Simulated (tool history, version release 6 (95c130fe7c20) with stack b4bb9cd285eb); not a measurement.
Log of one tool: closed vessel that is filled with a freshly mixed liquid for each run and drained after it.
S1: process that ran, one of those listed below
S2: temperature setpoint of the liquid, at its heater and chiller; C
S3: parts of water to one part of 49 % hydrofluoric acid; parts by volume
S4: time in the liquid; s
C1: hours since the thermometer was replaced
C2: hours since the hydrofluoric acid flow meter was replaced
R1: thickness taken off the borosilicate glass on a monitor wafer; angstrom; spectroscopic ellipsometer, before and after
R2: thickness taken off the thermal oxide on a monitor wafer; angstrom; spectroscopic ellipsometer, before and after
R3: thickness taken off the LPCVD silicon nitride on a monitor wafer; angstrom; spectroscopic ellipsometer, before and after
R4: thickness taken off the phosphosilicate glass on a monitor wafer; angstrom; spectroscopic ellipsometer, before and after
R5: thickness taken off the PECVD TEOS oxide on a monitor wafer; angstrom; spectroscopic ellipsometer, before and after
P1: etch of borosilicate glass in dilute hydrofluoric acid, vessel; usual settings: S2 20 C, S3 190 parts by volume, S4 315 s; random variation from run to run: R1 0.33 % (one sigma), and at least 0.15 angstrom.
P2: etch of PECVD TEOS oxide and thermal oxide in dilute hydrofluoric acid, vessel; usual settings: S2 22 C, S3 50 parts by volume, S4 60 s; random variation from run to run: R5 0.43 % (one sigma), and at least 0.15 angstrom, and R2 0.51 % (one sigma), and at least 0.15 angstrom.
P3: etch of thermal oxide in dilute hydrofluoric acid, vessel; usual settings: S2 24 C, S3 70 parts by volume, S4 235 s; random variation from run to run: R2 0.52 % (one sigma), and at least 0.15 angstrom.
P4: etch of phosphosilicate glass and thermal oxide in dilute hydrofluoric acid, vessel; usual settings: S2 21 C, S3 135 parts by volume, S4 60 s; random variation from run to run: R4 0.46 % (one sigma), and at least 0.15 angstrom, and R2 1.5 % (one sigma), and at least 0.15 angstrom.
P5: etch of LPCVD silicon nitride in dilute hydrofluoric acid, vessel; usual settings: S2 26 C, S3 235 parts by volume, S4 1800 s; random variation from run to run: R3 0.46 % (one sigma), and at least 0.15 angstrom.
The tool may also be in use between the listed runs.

Run 1, hour 11.1: S1 P1, S2 20 C, S3 190 parts by volume, S4 315 s; C1 372.2; C2 1211.8. Result: R1 479.4 angstrom.
Run 2, hour 19.5: S1 P3, S2 24 C, S3 70 parts by volume, S4 235 s; C1 380.6; C2 1220.2. Result: R2 163.78 angstrom.
Run 3, hour 28.4: S1 P5, S2 22 C, S3 235 parts by volume, S4 1800 s; C1 389.5; C2 1229.1. Result: R3 36.172 angstrom.
Run 4, hour 37.1: S1 P4, S2 21 C, S3 135 parts by volume, S4 30 s; C1 398.2; C2 1237.8. Result: R2 9.2062 angstrom, R4 375 angstrom.
Run 5, hour 51: S1 P1, S2 20 C, S3 190 parts by volume, S4 315 s; C1 412.1; C2 1251.7. Result: R1 477.22 angstrom.
Run 6, hour 63.5: S1 P5, S2 26 C, S3 235 parts by volume, S4 1800 s; C1 424.6; C2 1264.2. Result: R3 46.177 angstrom.
Run 7, hour 74.3: S1 P1, S2 20 C, S3 190 parts by volume, S4 315 s; C1 435.4; C2 1275. Result: R1 476.95 angstrom.
Run 8, hour 84.1: S1 P4, S2 21 C, S3 20 parts by volume, S4 60 s; C1 445.2; C2 1284.8. Result: R2 143.74 angstrom, R4 5783.7 angstrom.
Run 9, hour 97.2: S1 P1, S2 20 C, S3 190 parts by volume, S4 315 s; C1 458.3; C2 1297.9. Result: R1 478.12 angstrom.
Run 10, hour 112.1: S1 P2, S2 26 C, S3 50 parts by volume, S4 60 s; C1 473.2; C2 1312.8. Result: R2 65.209 angstrom, R5 388.78 angstrom.
Run 11, hour 126.5: S1 P1, S2 20 C, S3 125 parts by volume, S4 175 s; C1 487.6; C2 1327.2. Result: R1 427.36 angstrom.
Run 12, hour 138.7: S1 P2, S2 22 C, S3 20 parts by volume, S4 60 s; C1 499.8; C2 1339.4. Result: R2 144.9 angstrom, R5 851.17 angstrom.
Run 13, hour 149.8: S1 P5, S2 26 C, S3 50 parts by volume, S4 1800 s; C1 510.9; C2 1350.5. Result: R3 214.16 angstrom.
Run 14, hour 159.6: S1 P1, S2 20 C, S3 190 parts by volume, S4 315 s; C1 520.7; C2 1360.3. Result: R1 476.04 angstrom.
Run 15, hour 174.4: S1 P3, S2 24 C, S3 70 parts by volume, S4 425 s; C1 535.5; C2 1375.1. Result: R2 295.81 angstrom.
Run 16, hour 186.6: S1 P4, S2 26.5 C, S3 135 parts by volume, S4 60 s; C1 547.7; C2 1387.3. Result: R2 22.128 angstrom, R4 929.62 angstrom.
Run 17, hour 198.5: S1 P4, S2 21 C, S3 135 parts by volume, S4 60 s; C1 559.6; C2 1399.2. Result: R2 18.197 angstrom, R4 746.47 angstrom.
Run 18, hour 208.4: S1 P4, S2 21 C, S3 135 parts by volume, S4 60 s; C1 569.5; C2 1409.1. Result: R2 18.534 angstrom, R4 749.33 angstrom.
Run 19, hour 216.2: S1 P5, S2 26 C, S3 235 parts by volume, S4 465 s; C1 577.3; C2 1416.9. Result: R3 12.127 angstrom.
Run 20, hour 225.6: S1 P1, S2 24 C, S3 190 parts by volume, S4 315 s; C1 586.7; C2 1426.3. Result: R1 555.68 angstrom.
At hour 233.2: hydrofluoric acid flow meter replaced.
Run 21, hour 240.2: S1 P1, S2 27 C, S3 190 parts by volume, S4 60 s; C1 601.3; C2 7. Result: R1 118.69 angstrom.
Run 22, hour 255.4: S1 P3, S2 24 C, S3 40 parts by volume, S4 235 s; C1 616.5; C2 22.2. Result: R2 298.01 angstrom.
Run 23, hour 267.5: S1 P1, S2 20 C, S3 190 parts by volume, S4 315 s; C1 628.6; C2 34.3. Result: R1 475.99 angstrom.
Run 24, hour 279.9: S1 P1, S2 20 C, S3 190 parts by volume, S4 475 s; C1 641; C2 46.7. Result: R1 719.87 angstrom.
Run 25, hour 288.9: S1 P2, S2 22 C, S3 50 parts by volume, S4 60 s; C1 650; C2 55.7. Result: R2 56.173 angstrom, R5 330.45 angstrom.
Run 26, hour 297.4: S1 P1, S2 20 C, S3 335 parts by volume, S4 315 s; C1 658.5; C2 64.2. Result: R1 236.68 angstrom.
Run 27, hour 308.1: S1 P1, S2 17 C, S3 190 parts by volume, S4 315 s; C1 669.2; C2 74.9. Result: R1 421.53 angstrom.
Run 28, hour 322.7: S1 P2, S2 22 C, S3 50 parts by volume, S4 60 s; C1 683.8; C2 89.5. Result: R2 55.335 angstrom, R5 327.77 angstrom.
Run 29, hour 329.7: S1 P5, S2 26 C, S3 235 parts by volume, S4 1800 s; C1 690.8; C2 96.5. Result: R3 46.13 angstrom.
Run 30, hour 341.4: S1 P2, S2 22 C, S3 50 parts by volume, S4 100 s; C1 702.5; C2 108.2. Result: R2 92.046 angstrom, R5 546.89 angstrom.
Run 31, hour 352.4: S1 P1, S2 20 C, S3 190 parts by volume, S4 145 s; C1 713.5; C2 119.2. Result: R1 219.8 angstrom.
Run 32, hour 363.1: S1 P1, S2 20 C, S3 80 parts by volume, S4 315 s; C1 724.2; C2 129.9. Result: R1 1271 angstrom.
Run 33, hour 376.4: S1 P3, S2 28 C, S3 70 parts by volume, S4 235 s; C1 737.5; C2 143.2. Result: R2 190.92 angstrom.
Run 34, hour 387.1: S1 P1, S2 20 C, S3 190 parts by volume, S4 315 s; C1 748.2; C2 153.9. Result: R1 475.09 angstrom.
Run 35, hour 400.7: S1 P1, S2 20 C, S3 190 parts by volume, S4 315 s; C1 761.8; C2 167.5. Result: R1 484.86 angstrom.
Run 36, hour 409.9: S1 P1, S2 20 C, S3 190 parts by volume, S4 315 s; C1 771; C2 176.7. Result: R1 493.17 angstrom.
Run 37, hour 420: S1 P1, S2 20 C, S3 190 parts by volume, S4 315 s; C1 781.1; C2 186.8. Result: R1 494.1 angstrom.
Run 38, hour 433: S1 P1, S2 20 C, S3 190 parts by volume, S4 315 s; C1 794.1; C2 199.8. Result: R1 500.47 angstrom.
Run 39, hour 448.4: S1 P1, S2 20 C, S3 190 parts by volume, S4 315 s; C1 809.5; C2 215.2. Result: R1 501.54 angstrom.
Run 40, hour 461.6: S1 P1, S2 20 C, S3 190 parts by volume, S4 315 s; C1 822.7; C2 228.4. Result: R1 502.46 angstrom.
Run 41, hour 472.6: S1 P1, S2 20 C, S3 190 parts by volume, S4 315 s; C1 833.7; C2 239.4. Result: R1 499.94 angstrom.
Run 42, hour 486.1: S1 P1, S2 20 C, S3 190 parts by volume, S4 315 s; C1 847.2; C2 252.9. Result: R1 501.06 angstrom.
Run 43, hour 495.7: S1 P1, S2 20 C, S3 190 parts by volume, S4 315 s; C1 856.8; C2 262.5. Result: R1 503.96 angstrom.
Run 44, hour 510.7: S1 P1, S2 20 C, S3 190 parts by volume, S4 315 s; C1 871.8; C2 277.5. Result: R1 506 angstrom.
Run 45, hour 524.9: S1 P1, S2 20 C, S3 190 parts by volume, S4 315 s; C1 886; C2 291.7. Result: R1 504.79 angstrom.

What P1 gives has crept away from where it was. These 2 causes fit the log equally well, each at the size given:
A: liquid hotter than its thermometer reads (K) = 1.44
B: hydrofluoric acid flow above the setpoint (%) = 4.77
The creep began at about hour 387.1.

4 check runs are offered, one wafer each, their results left as question marks. Which one tells the causes apart?
Run check 1, hour 539.1: S1 P3, S2 24 C, S3 70 parts by volume, S4 235 s. Result: R2 ?.
Run check 2, hour 539.1: S1 P5, S2 26 C, S3 235 parts by volume, S4 1800 s. Result: R3 ?.
Run check 3, hour 539.1: S1 P4, S2 21 C, S3 135 parts by volume, S4 60 s. Result: R2 ?, R4 ?.
Run check 4, hour 539.1: S1 P2, S2 22 C, S3 50 parts by volume, S4 60 s. Result: R2 ?, R5 ?.

What each check would give under each cause:
  check  result    if A    if B
check 1      R2  172.02  170.78
check 2      R3   50.42  48.398
check 3      R2  19.262  19.194
check 3      R4  790.89  788.09
check 4      R2  58.999  58.394
check 4      R5  348.76  345.18
How far apart the two closest causes lie, in the result that separates them most: check 1 0.72 %; check 2 4.09 %; check 3 0.35 %; check 4 1.03 %
Only check 2 tells the causes apart: in the others they would give nearly the same result.

Then check 2 was run and gave: R3 48.352 angstrom. Which cause is it?

It is B: hydrofluoric acid flow above the setpoint (%).
